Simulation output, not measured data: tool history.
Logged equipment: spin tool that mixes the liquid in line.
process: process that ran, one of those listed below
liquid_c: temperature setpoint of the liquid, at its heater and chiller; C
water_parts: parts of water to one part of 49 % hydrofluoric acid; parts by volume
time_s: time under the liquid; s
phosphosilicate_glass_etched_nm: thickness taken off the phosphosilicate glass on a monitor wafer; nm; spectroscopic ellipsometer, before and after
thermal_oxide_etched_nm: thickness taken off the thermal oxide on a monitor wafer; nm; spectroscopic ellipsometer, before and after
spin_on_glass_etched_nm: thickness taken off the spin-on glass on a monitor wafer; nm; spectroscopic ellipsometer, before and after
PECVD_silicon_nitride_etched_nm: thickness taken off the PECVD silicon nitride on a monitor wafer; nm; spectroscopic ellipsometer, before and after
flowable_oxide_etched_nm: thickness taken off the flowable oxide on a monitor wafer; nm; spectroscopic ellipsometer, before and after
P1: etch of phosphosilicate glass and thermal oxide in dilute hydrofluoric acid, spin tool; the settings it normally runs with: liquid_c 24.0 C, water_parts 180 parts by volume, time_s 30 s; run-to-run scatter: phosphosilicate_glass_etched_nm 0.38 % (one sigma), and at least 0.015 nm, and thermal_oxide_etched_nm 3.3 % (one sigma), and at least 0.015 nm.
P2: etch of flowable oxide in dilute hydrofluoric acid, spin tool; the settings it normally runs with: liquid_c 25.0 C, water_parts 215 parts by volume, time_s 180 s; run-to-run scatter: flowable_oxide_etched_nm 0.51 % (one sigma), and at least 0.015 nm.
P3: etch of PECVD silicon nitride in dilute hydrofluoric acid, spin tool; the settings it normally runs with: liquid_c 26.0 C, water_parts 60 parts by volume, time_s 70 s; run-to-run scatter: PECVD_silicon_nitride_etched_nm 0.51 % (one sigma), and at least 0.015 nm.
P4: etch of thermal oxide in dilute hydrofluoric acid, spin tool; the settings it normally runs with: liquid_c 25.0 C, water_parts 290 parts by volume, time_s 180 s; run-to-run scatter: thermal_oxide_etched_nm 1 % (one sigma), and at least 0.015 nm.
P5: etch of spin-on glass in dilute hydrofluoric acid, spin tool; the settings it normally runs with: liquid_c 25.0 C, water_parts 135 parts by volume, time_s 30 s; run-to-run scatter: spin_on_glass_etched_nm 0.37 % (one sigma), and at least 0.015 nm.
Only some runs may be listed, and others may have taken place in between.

run	day	process	liquid_c	water_parts	time_s	phosphosilicate_glass_etched_nm	thermal_oxide_etched_nm	spin_on_glass_etched_nm	PECVD_silicon_nitride_etched_nm	flowable_oxide_etched_nm
1	0.504	P1	24.0	180	30	20.752	0.75519			
2	1.025	P5	25.0	200	30			7.8407		
3	1.762	P3	26.0	60	105				10.6220	
4	2.362	P5	25.0	135	30			12.5580		
5	3.046	P3	33.0	60	70				11.0660	
6	3.742	P1	17.0	180	30	15.784	0.52848			
7	4.192	P2	25.0	215	180					36.626
8	4.683	P1	24.0	180	30	20.811	0.77802			
9	5.200	P4	25.0	290	180		2.53110			
10	5.662	P2	18.5	215	180					29.034
11	6.262	P1	24.0	285	50	19.643	0.74496			
12	6.621	P2	25.0	215	355					72.753
13	7.312	P2	25.0	215	180					36.497
14	7.725	P1	24.0	90	30	46.323	1.68880			
15	8.354	P1	31.5	180	30	27.332	0.96605			
16	8.850	P4	25.0	290	75		1.03480			
17	9.454	P1	24.0	320	30	10.182	0.38343			
18	9.912	P3	26.0	30	70				13.8170	
19	10.625	P1	24.0	180	30	20.870	0.75184			
20	11.150	P5	19.5	135	30			10.1300		
21	11.838	P5	25.0	135	30			12.5560		
22	12.392	P1	24.0	305	60	21.572	0.81051			
23	12.904	P1	24.0	180	30	20.833	0.72654			
24	13.454	P4	25.0	500	180		1.21760			
25	13.821	P3	26.0	60	70				7.0766	
26	14.533	P1	24.0	105	55	71.305	2.65130			
27	15.229	P5	25.0	135	15			6.2969		
28	15.692	P2	25.0	315	180					22.501
29	16.238	P4	30.0	290	180		2.93760			
30	16.617	P1	24.0	180	15	10.334	0.38913			
31	17.133	P1	24.0	180	55	38.019	1.39470			
32	17.450	P1	24.0	180	30	20.724	0.72580			
33	18.129	P1	24.0	180	30	21.284	0.75851			
34	18.658	P1	24.0	180	30	21.530	0.77237			
35	19.258	P1	24.0	180	30	21.652	0.76529			
36	19.638	P1	24.0	180	30	21.878	0.77482			
37	20.246	P1	24.0	180	30	21.824	0.81782			
38	20.929	P1	24.0	180	30	21.880	0.78203			
39	21.296	P1	24.0	180	30	21.995	0.83283			
40	21.912	P1	24.0	180	30	21.833	0.79713			
41	22.504	P1	24.0	180	30	22.123	0.78735			

Compared with where it was, what P1 gives has crept away. Each cause listed below fits the log as well as the rest, at the size given for it:
A: hydrofluoric acid flow above the setpoint (%) = 4.62
B: liquid hotter than its thermometer reads (K) = 1.46
At approximately day 17.450, the process output began to creep.

Question marks stand in for the results of the 4 check runs listed below, each run on one wafer. Under which run would the listed causes show clearly different results?
check 1	23.096	P3	26.0	60	70				?	
check 2	23.096	P4	25.0	290	180		?			
check 3	23.096	P2	25.0	215	180					?
check 4	23.096	P5	25.0	135	30			?		

Predicted outcomes, by check and by cause:
check	result	if A	if B
check 1	PECVD_silicon_nitride_etched_nm	7.4062	7.7974
check 2	thermal_oxide_etched_nm	2.63950	2.61800
check 3	flowable_oxide_etched_nm	38.827	38.709
check 4	spin_on_glass_etched_nm	13.2230	13.2650
Minimum pairwise separation of causes per check, each pair taken at its best-separating result: check 1 5.15 %; check 2 0.82 %; check 3 0.31 %; check 4 0.31 %
Of the check runs offered, only check 1 discriminates between the causes; the rest would read about the same regardless of which cause applies.

Check 1 was carried out, with these results: PECVD_silicon_nitride_etched_nm 7.3539 nm. Which of the listed causes is responsible?

It is A: hydrofluoric acid flow above the setpoint (%).
